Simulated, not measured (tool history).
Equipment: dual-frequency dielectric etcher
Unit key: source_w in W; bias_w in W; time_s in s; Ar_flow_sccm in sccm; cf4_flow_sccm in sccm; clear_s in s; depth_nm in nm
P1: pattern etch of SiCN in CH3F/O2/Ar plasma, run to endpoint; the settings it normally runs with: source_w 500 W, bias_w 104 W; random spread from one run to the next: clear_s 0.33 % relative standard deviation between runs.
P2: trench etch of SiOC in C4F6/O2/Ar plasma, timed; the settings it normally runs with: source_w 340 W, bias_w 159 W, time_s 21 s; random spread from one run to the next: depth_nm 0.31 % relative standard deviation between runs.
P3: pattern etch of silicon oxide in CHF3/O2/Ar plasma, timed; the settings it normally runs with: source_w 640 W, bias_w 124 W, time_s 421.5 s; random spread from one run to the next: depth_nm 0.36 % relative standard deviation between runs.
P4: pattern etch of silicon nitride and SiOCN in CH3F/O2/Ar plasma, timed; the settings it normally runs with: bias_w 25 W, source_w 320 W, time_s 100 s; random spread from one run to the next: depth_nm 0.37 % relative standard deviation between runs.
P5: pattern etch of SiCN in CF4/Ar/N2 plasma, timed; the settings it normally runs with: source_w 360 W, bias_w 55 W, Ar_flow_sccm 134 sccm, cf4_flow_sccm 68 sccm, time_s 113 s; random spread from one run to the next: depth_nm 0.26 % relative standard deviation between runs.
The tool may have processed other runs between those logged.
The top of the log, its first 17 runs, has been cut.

| run | hour | process | source_w | bias_w | time_s | Ar_flow_sccm | cf4_flow_sccm | hours since the last wet clean | hours since the last source power generator calibration | hours since the last bias power generator calibration | clear_s | depth_nm |
|---|---|---|---|---|---|---|---|---|---|---|---|---|
| 18 | 68.5 | P2 | 340 | 159 | 21 |  |  | 399.1 | 1225.6 | 768.6 |  | 38.783 |
| 19 | 72 | P1 | 500 | 104 |  |  |  | 402.6 | 1229.1 | 772.1 | 20.983 |  |
| 20 | 75.3 | P4 | 320 | 25 | 100 |  |  | 405.9 | 1232.4 | 775.4 |  | 13.09 |
| 21 | 78.4 | P4 | 320 | 25 | 100 |  |  | 409 | 1235.5 | 778.5 |  | 13.045 |
| 22 | 80.7 | P2 | 340 | 225 | 21 |  |  | 411.3 | 1237.8 | 780.8 |  | 43.414 |
| 23 | 85.6 | P4 | 320 | 20 | 100 |  |  | 416.2 | 1242.7 | 785.7 |  | 11.839 |
|  | 87.7 | bias power generator calibrated |
| 24 | 90.2 | P3 | 760 | 124 | 421.5 |  |  | 420.8 | 1247.3 | 2.5 |  | 819.23 |
| 25 | 93.7 | P1 | 500 | 127 |  |  |  | 424.3 | 1250.8 | 6 | 19.598 |  |
| 26 | 98.6 | P1 | 640 | 124 |  |  |  | 429.2 | 1255.7 | 10.9 | 18.107 |  |
| 27 | 102.2 | P2 | 340 | 159 | 26 |  |  | 432.8 | 1259.3 | 14.5 |  | 48.096 |
| 28 | 106.1 | P5 | 360 | 55 | 74 | 134 | 68 | 436.7 | 1263.2 | 18.4 |  | 44.269 |
| 29 | 110.1 | P5 | 470 | 55 | 113 | 134 | 68 | 440.7 | 1267.2 | 22.4 |  | 85.84 |
| 30 | 114.2 | P3 | 640 | 124 | 421.5 |  |  | 444.8 | 1271.3 | 26.5 |  | 762.31 |
| 31 | 119.1 | P3 | 640 | 124 | 232 |  |  | 449.7 | 1276.2 | 31.4 |  | 421.71 |

Predict the results of run 32:
| 32 | 123.7 | P1 | 500 | 104 |  |  |  | 454.3 | 1280.8 | 36 | ? |  |

{"run 32": {"clear_s": 21.246}}
